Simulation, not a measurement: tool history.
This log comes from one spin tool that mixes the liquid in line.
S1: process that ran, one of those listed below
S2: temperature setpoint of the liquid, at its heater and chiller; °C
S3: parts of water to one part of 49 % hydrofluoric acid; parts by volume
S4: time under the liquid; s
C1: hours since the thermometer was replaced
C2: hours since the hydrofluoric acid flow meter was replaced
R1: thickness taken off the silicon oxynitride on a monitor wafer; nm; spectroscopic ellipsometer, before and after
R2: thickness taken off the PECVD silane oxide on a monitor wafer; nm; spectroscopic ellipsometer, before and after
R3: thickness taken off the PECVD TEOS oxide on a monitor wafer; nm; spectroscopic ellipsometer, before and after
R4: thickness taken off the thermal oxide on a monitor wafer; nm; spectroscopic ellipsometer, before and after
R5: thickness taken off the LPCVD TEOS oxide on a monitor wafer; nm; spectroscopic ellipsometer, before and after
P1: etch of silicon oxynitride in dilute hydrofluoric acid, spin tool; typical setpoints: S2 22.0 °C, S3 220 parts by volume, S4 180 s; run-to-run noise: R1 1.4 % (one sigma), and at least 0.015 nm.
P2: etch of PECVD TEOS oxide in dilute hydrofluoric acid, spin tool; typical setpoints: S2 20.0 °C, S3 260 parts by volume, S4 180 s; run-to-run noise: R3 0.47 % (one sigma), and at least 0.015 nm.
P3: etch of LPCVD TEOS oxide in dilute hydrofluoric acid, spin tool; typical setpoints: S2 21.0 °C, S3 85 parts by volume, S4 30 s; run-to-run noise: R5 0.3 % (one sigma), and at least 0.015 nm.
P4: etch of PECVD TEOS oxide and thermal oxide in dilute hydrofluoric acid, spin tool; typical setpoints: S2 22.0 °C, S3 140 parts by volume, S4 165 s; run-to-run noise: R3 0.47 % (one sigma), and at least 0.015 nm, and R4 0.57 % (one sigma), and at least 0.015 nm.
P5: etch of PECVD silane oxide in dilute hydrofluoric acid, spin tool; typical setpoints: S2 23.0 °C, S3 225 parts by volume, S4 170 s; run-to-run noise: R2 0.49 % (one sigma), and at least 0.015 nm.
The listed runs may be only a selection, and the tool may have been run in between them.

run     day  S1    S2   S3   S4      C1      C2       R1       R2        R3       R4       R5
  1   0.383  P1  22.0  220  180  1235.6  1346.0  1.55600
  2   0.742  P1  22.0   50  180  1244.2  1354.6  7.83060
  3   0.962  P1  22.0  220   60  1249.5  1359.9  0.50715
  4   1.288  P5  17.5  225  170  1257.3  1367.7            8.6243
  5   1.717  P4  22.0  255  165  1267.6  1378.0                     7.50240  2.45940
  6   2.079  P2  20.0  100  180  1276.3  1386.7                    13.05900
  7   2.288  P1  22.0  220  180  1281.3  1391.7  1.59640
  8   2.671  P4  22.0  140  165  1290.5  1400.9                    15.49700  5.01210
  9   2.942  P1  22.0  220  180  1297.0  1407.4  1.57810
 10   3.408  P5  23.0  225  170  1308.2  1418.6           10.6220
 11   3.717  P3  26.0   85   30  1315.6  1426.0                                       11.7070
 12   3.950  P2  20.0  260   15  1321.2  1431.6                     0.37901
 13   4.362  P1  22.0  135   40  1331.1  1441.5  0.59964
 14   4.671  P1  22.0  220  180  1338.5  1448.9  1.58270
 15   5.133  P1  22.0  220  180  1349.6  1460.0  1.56600
 16   5.388  P1  17.0  220  180  1355.7  1466.1  1.23320
 17   5.779  P5  23.0  400  170  1365.1  1475.5            5.0398
      5.842  -- hydrofluoric acid flow meter replaced
 18   6.004  P3  21.0   20   30  1370.5     4.0                                       43.9850
 19   6.208  P2  20.0  260  180  1375.4     8.9                     4.28600
 20   6.658  P3  21.0   85   30  1386.2    19.7                                        9.5724
 21   6.900  P3  21.0   85   15  1392.0    25.5                                        4.7722
 22   7.142  P2  24.0  260  180  1397.8    31.3                     4.96930
 23   7.342  P1  26.0  220  180  1402.6    36.1  1.85190
 24   7.688  P4  17.0  140  165  1410.9    44.4                    12.77800  4.08290
 25   7.983  P1  28.5  220  100  1418.0    51.5  1.18980
 26   8.283  P1  22.0  220  300  1425.2    58.7  2.64620
 27   8.604  P1  22.0  330  180  1432.9    66.4  0.99856
 28   8.929  P5  23.0  225   55  1440.7    74.2            3.4646
 29   9.179  P1  22.0  220  180  1446.7    80.2  1.52230
 30   9.600  P4  22.0  140   15  1456.8    90.3                     1.38700  0.43749
 31   9.896  P1  22.0  220  180  1463.9    97.4  1.54910
 32  10.254  P1  22.0  220  180  1472.5   106.0  1.65460
 33  10.638  P1  22.0  220  180  1481.7   115.2  1.63500
 34  11.092  P1  22.0  220  180  1492.6   126.1  1.68370
 35  11.483  P1  22.0  220  180  1502.0   135.5  1.64780
 36  11.792  P1  22.0  220  180  1509.4   142.9  1.69060
 37  12.225  P1  22.0  220  180  1519.8   153.3  1.71770

What does the tool deliver on the next run?
 38  12.554  P1  22.0  220  180  1527.7  161.2   ?

Run 38 yielded R1 1.74440 nm.
